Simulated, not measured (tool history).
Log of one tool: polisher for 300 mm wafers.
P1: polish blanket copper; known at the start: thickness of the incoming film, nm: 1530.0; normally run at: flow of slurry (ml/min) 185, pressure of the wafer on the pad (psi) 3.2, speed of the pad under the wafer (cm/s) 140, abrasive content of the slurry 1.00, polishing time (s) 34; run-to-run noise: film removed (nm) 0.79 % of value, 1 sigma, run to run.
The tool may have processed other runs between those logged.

run	hour	flow of slurry (ml/min)	pressure of the wafer on the pad (psi)	speed of the pad under the wafer (cm/s)	abrasive content of the slurry	polishing time (s)	film removed (nm)
1	13.0	185	3.2	140	1.00	34	165.650
2	22.2	185	3.2	140	1.00	34	165.500
3	37.3	185	4.7	140	1.00	34	242.640
4	53.0	185	3.2	140	1.00	34	164.560
5	67.4	185	3.2	94	1.00	34	111.250
6	79.2	235	3.2	140	1.00	34	170.560
7	93.1	280	4.7	140	1.00	34	254.340
8	107.3	185	3.2	140	1.00	34	167.270
9	118.5	185	3.2	140	1.40	34	177.220
10	129.1	260	2.4	140	1.00	34	129.640
11	143.0	185	3.2	218	1.00	34	261.040
12	156.0	185	3.2	140	1.00	16	77.559
13	172.2	185	2.2	140	1.00	34	113.370
14	181.7	185	3.2	140	0.55	34	145.930

Run 15 is up next; what results do you expect?
15	198.7	250	3.2	100	1.00	34	?

Run 15 measured film removed (nm) 124.050.
